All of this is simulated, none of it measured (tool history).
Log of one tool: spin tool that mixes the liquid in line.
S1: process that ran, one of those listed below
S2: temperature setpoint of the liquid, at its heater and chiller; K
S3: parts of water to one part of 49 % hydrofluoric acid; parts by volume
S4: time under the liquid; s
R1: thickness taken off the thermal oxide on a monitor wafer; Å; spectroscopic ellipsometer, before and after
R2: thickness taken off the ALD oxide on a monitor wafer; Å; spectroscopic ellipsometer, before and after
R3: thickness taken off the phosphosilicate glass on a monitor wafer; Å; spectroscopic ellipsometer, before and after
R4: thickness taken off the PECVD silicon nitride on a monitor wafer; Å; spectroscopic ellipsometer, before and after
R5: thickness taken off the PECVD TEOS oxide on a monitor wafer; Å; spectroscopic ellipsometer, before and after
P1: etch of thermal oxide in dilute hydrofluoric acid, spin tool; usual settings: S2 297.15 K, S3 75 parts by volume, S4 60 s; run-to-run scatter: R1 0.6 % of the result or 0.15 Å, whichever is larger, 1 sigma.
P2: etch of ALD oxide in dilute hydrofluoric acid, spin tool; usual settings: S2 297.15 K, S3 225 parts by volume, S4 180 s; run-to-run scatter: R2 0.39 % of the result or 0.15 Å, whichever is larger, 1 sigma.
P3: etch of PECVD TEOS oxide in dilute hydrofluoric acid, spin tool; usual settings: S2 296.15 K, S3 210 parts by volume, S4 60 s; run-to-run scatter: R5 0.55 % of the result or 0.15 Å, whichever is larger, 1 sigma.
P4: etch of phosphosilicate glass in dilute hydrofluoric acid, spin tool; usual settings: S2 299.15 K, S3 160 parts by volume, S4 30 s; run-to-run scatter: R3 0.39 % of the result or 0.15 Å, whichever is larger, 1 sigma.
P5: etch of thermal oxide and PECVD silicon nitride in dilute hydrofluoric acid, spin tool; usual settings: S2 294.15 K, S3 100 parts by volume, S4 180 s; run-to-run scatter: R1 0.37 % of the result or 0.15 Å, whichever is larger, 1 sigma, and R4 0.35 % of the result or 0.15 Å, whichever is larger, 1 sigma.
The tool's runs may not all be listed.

run 1 hour=12.2 | S1=P1 S2=297.15 S3=75 S4=60 | R1=38.0280
run 2 hour=21.7 | S1=P1 S2=297.15 S3=30 S4=60 | R1=101.7300
run 3 hour=34.7 | S1=P1 S2=297.15 S3=75 S4=60 | R1=38.3040
run 4 hour=48.4 | S1=P1 S2=297.15 S3=75 S4=85 | R1=54.0030
run 5 hour=60.5 | S1=P2 S2=297.15 S3=225 S4=180 | R2=153.170
run 6 hour=74.7 | S1=P1 S2=290.15 S3=125 S4=60 | R1=16.3000
run 7 hour=86.9 | S1=P4 S2=292.15 S3=160 S4=30 | R3=142.41
run 8 hour=100.2 | S1=P5 S2=294.15 S3=165 S4=180 | R1=43.5060 R4=50.8890
run 9 hour=107.8 | S1=P5 S2=294.15 S3=100 S4=15 | R1=6.3824 R4=6.8857
run 10 hour=122.0 | S1=P4 S2=299.15 S3=220 S4=30 | R3=126.79
run 11 hour=133.9 | S1=P3 S2=296.15 S3=210 S4=110 | R5=80.759
run 12 hour=146.1 | S1=P2 S2=297.15 S3=380 S4=180 | R2=77.473
run 13 hour=161.5 | S1=P1 S2=297.15 S3=120 S4=60 | R1=22.8020
run 14 hour=174.4 | S1=P5 S2=294.15 S3=100 S4=180 | R1=77.6020 R4=82.3670
run 15 hour=184.9 | S1=P3 S2=296.15 S3=210 S4=60 | R5=43.681
run 16 hour=195.7 | S1=P4 S2=299.15 S3=160 S4=30 | R3=187.16
run 17 hour=206.1 | S1=P1 S2=297.15 S3=75 S4=60 | R1=37.9530
-- hour=212.6 hydrofluoric acid flow meter replaced
run 18 hour=220.0 | S1=P1 S2=297.15 S3=75 S4=60 | R1=38.3800
run 19 hour=236.2 | S1=P3 S2=304.15 S3=210 S4=60 | R5=58.089
run 20 hour=244.1 | S1=P2 S2=297.15 S3=225 S4=265 | R2=224.390
run 21 hour=261.5 | S1=P5 S2=299.65 S3=100 S4=180 | R1=96.2580 R4=119.1600
run 22 hour=269.3 | S1=P1 S2=297.15 S3=75 S4=20 | R1=12.5180
run 23 hour=282.6 | S1=P4 S2=299.15 S3=160 S4=60 | R3=375.14
run 24 hour=291.4 | S1=P3 S2=296.15 S3=80 S4=60 | R5=133.810
run 25 hour=304.8 | S1=P1 S2=304.65 S3=75 S4=60 | R1=51.5130
run 26 hour=313.6 | S1=P1 S2=297.15 S3=75 S4=60 | R1=38.4110
run 27 hour=326.0 | S1=P2 S2=290.15 S3=225 S4=180 | R2=117.880
run 28 hour=339.2 | S1=P3 S2=296.15 S3=210 S4=60 | R5=43.448
run 29 hour=350.9 | S1=P2 S2=297.15 S3=225 S4=180 | R2=151.920
run 30 hour=362.0 | S1=P1 S2=297.15 S3=75 S4=60 | R1=38.4120
run 31 hour=371.0 | S1=P4 S2=299.15 S3=160 S4=30 | R3=187.80
run 32 hour=387.3 | S1=P1 S2=290.15 S3=75 S4=60 | R1=28.3680
run 33 hour=397.0 | S1=P1 S2=297.15 S3=75 S4=60 | R1=38.6030
run 34 hour=405.5 | S1=P1 S2=297.15 S3=75 S4=60 | R1=37.6390
run 35 hour=414.0 | S1=P1 S2=297.15 S3=75 S4=60 | R1=36.5020
run 36 hour=424.0 | S1=P1 S2=297.15 S3=75 S4=60 | R1=36.5350
run 37 hour=431.6 | S1=P1 S2=297.15 S3=75 S4=60 | R1=36.2580
run 38 hour=447.0 | S1=P1 S2=297.15 S3=75 S4=60 | R1=35.7610
run 39 hour=464.5 | S1=P1 S2=297.15 S3=75 S4=60 | R1=36.4070
run 40 hour=476.9 | S1=P1 S2=297.15 S3=75 S4=60 | R1=35.9970
run 41 hour=486.6 | S1=P1 S2=297.15 S3=75 S4=60 | R1=36.1850

What P1 gives has crept away from where it was. These 2 causes fit the log equally well, each at the size given:
A: liquid colder than its thermometer reads (K) = 1.47
B: hydrofluoric acid flow below the setpoint (%) = 5.26
The creep began at about hour 397.0.

4 check runs are offered, one wafer each, their results left as question marks. Which one tells the causes apart?
run check 1 hour=496.3 | S1=P3 S2=296.15 S3=110 S4=100 | R5=?
run check 2 hour=496.3 | S1=P2 S2=291.15 S3=225 S4=180 | R2=?
run check 3 hour=496.3 | S1=P5 S2=294.15 S3=130 S4=180 | R1=? R4=?
run check 4 hour=496.3 | S1=P4 S2=296.15 S3=160 S4=60 | R3=?

What each check would give under each cause:
check=check_1 result=R5 if_A=146.890 if_B=146.520
check=check_2 result=R2 if_A=114.890 if_B=114.010
check=check_3 result=R1 if_A=54.4510 if_B=54.2970
check=check_3 result=R4 if_A=57.8680 if_B=60.5830
check=check_4 result=R3 if_A=314.86 if_B=312.68
How far apart the two closest causes lie, in the result that separates them most: check 1 0.25 %; check 2 0.77 %; check 3 4.58 %; check 4 0.69 %
Only check 3 tells the causes apart: in the others they would give nearly the same result.

Then check 3 was run and gave: R1 54.1140 Å; R4 60.1900 Å. Which cause is it?

It is B: hydrofluoric acid flow below the setpoint (%).
